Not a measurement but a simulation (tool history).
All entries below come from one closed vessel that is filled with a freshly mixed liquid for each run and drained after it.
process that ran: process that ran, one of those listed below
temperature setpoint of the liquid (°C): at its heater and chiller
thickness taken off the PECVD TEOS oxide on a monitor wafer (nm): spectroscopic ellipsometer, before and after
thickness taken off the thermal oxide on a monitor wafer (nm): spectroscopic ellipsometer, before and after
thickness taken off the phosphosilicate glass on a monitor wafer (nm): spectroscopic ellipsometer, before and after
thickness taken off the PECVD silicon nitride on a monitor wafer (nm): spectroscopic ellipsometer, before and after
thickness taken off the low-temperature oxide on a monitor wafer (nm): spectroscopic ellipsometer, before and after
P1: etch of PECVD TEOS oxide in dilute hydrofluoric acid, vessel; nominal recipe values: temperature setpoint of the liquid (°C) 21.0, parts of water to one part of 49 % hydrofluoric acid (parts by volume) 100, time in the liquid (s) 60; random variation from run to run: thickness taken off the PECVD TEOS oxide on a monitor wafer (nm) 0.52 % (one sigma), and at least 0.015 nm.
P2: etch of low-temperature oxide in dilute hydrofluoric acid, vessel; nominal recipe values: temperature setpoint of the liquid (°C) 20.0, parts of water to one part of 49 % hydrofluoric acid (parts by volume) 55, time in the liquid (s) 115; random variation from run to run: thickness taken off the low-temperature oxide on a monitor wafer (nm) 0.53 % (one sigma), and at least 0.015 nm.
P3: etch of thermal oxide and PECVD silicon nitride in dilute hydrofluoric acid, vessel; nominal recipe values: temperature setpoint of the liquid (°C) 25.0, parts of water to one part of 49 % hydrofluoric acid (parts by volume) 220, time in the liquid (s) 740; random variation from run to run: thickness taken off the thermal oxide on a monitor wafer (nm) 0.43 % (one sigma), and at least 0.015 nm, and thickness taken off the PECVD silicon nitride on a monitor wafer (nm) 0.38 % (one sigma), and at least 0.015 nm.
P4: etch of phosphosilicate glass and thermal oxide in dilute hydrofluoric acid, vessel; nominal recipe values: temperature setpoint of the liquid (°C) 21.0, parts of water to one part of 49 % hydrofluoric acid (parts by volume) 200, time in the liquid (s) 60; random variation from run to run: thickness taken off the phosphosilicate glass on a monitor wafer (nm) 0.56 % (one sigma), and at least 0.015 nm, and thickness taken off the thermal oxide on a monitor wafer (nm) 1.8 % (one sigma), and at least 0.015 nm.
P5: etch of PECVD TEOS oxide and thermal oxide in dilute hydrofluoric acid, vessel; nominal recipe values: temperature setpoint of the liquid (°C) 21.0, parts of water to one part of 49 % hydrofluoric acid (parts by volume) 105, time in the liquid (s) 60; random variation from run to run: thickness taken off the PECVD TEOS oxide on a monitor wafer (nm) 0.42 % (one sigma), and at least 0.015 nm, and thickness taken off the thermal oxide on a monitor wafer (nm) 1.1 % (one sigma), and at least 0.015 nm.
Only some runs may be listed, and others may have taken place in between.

run   hour  process that ran  temperature setpoint of the liquid (°C)  parts of water to one part of 49 % hydrofluoric acid (parts by volume)  time in the liquid (s)  thickness taken off the PECVD TEOS oxide on a monitor wafer (nm)  thickness taken off the thermal oxide on a monitor wafer (nm)  thickness taken off the phosphosilicate glass on a monitor wafer (nm)  thickness taken off the PECVD silicon nitride on a monitor wafer (nm)  thickness taken off the low-temperature oxide on a monitor wafer (nm)
  1   11.5                P1                                     21.0                                                                     100                      60                                                            5.6638
  2   24.3                P1                                     21.0                                                                     140                      95                                                            6.0621
  3   39.1                P1                                     21.0                                                                     100                      90                                                            8.3859
  4   49.1                P5                                     21.0                                                                     105                      60                                                           10.7730                                                         2.2692
  5   65.4                P5                                     27.0                                                                     105                      60                                                           13.6370                                                         2.8834
  6   78.4                P4                                     21.0                                                                     200                      60                                                                                                                           1.1278                                                                 31.303
  7   89.9                P3                                     17.0                                                                     220                     740                                                                                                                          10.6940                                                                                                                                        6.0276
  8  105.3                P1                                     28.5                                                                     100                      60                                                            7.5854
  9  117.5                P2                                     20.0                                                                      55                     225                                                                                                                                                                                                                                                                                                                                                51.699
 10  130.6                P1                                     21.0                                                                     100                      60                                                            5.6331
 11  144.6                P5                                     21.0                                                                     105                      95                                                           17.0740                                                         3.6097
 12  152.5                P1                                     17.0                                                                     100                     115                                                            9.1192
 13  160.7                P1                                     21.0                                                                     100                      60                                                            5.6410
 14  169.6                P1                                     21.0                                                                     100                      35                                                            3.3029
 15  185.9                P3                                     25.0                                                                     220                    1160                                                                                                                          22.5810                                                                                                                                       15.6790
 16  194.5                P1                                     21.0                                                                     100                      60                                                            5.5670
 17  205.3                P1                                     17.0                                                                     100                      60                                                            4.7752
 18  212.5                P5                                     21.0                                                                      30                      60                                                           41.1980                                                         8.4930
 19  228.6                P5                                     21.0                                                                     105                      60                                                           10.7980                                                         2.2117
 20  243.3                P1                                     21.0                                                                     100                      60                                                            5.6545
 21  252.9                P3                                     25.0                                                                     220                     740                                                                                                                          14.4870                                                                                                                                        9.9754
 22  266.3                P3                                     25.0                                                                     220                     740                                                                                                                          14.3700                                                                                                                                        9.9969
 23  277.9                P2                                     17.0                                                                      55                     115                                                                                                                                                                                                                                                                                                                                                23.288
 24  294.3                P2                                     20.0                                                                      20                     115                                                                                                                                                                                                                                                                                                                                                75.647
 25  306.0                P2                                     20.0                                                                      55                     115                                                                                                                                                                                                                                                                                                                                                26.761
 26  317.4                P4                                     21.0                                                                      70                      60                                                                                                                           3.7317                                                                104.770
 27  329.2                P1                                     21.0                                                                     100                      60                                                            5.6419
     338.6  -- hydrofluoric acid flow meter replaced
 28  344.9                P4                                     29.0                                                                     200                      60                                                                                                                           1.5380                                                                 41.828
 29  360.2                P3                                     25.0                                                                     395                     740                                                                                                                           6.7126                                                                                                                                        5.6051
 30  368.0                P1                                     21.0                                                                      35                      60                                                           17.3250
 31  380.0                P4                                     21.0                                                                     200                     105                                                                                                                           1.9481                                                                 55.280
 32  395.5                P1                                     21.0                                                                     170                      60                                                            3.0740
 33  404.1                P1                                     21.0                                                                     100                      60                                                            5.6735
 34  412.6                P1                                     21.0                                                                     100                      60                                                            5.5229
 35  420.1                P1                                     21.0                                                                     100                      60                                                            5.4639
 36  431.8                P1                                     21.0                                                                     100                      60                                                            5.4523
 37  448.3                P1                                     21.0                                                                     100                      60                                                            5.4362
 38  461.9                P1                                     21.0                                                                     100                      60                                                            5.3060
 39  473.2                P1                                     21.0                                                                     100                      60                                                            5.3418
 40  487.8                P1                                     21.0                                                                     100                      60                                                            5.3333
 41  502.8                P1                                     21.0                                                                     100                      60                                                            5.3070
 42  516.2                P1                                     21.0                                                                     100                      60                                                            5.2941
 43  532.0                P1                                     21.0                                                                     100                      60                                                            5.2677
 44  547.0                P1                                     21.0                                                                     100                      60                                                            5.3225

What P1 gives has crept away from where it was. These 2 causes fit the log equally well, each at the size given:
A: liquid colder than its thermometer reads (K) = 1.53
B: hydrofluoric acid flow below the setpoint (%) = 5.43
The process output started creeping at around hour 404.1.

Below are 4 check runs, each on a single wafer, with their results shown as question marks. Which of them would tell the listed causes apart, meaning the causes would give clearly different results under it?
check 1  562.0                P4                                     21.0                                                                     200                      60                                                                                                                                ?                                                                      ?
check 2  562.0                P5                                     21.0                                                                     105                      60                                                                 ?                                                              ?
check 3  562.0                P3                                     25.0                                                                     220                     740                                                                                                                                ?                                                                                                                                             ?
check 4  562.0                P2                                     20.0                                                                      55                     115                                                                                                                                                                                                                                                                                                                                                     ?

Outcome of each check run for each possible cause:
  check                                                                 result     if A     if B
check 1          thickness taken off the thermal oxide on a monitor wafer (nm)   1.0569   1.0481
check 1  thickness taken off the phosphosilicate glass on a monitor wafer (nm)   29.841   29.593
check 2       thickness taken off the PECVD TEOS oxide on a monitor wafer (nm)  10.1200  10.1180
check 2          thickness taken off the thermal oxide on a monitor wafer (nm)   2.1271   2.1268
check 3          thickness taken off the thermal oxide on a monitor wafer (nm)  13.6580  13.4730
check 3  thickness taken off the PECVD silicon nitride on a monitor wafer (nm)   9.1314   9.5065
check 4  thickness taken off the low-temperature oxide on a monitor wafer (nm)   24.906   25.044
Per check, the gap between the least separated pair of causes, taken in the result that splits them most: check 1 0.83 %; check 2 0.01 %; check 3 4.02 %; check 4 0.55 %
The other checks would show nearly matching results whichever cause is true, so check 3 is the only one that separates the causes.

Check 3 was carried out, with these results: thickness taken off the thermal oxide on a monitor wafer (nm) 13.4680; thickness taken off the PECVD silicon nitride on a monitor wafer (nm) 9.4583. Which of the listed causes is responsible?

Of the candidate causes, it is B: hydrofluoric acid flow below the setpoint (%).
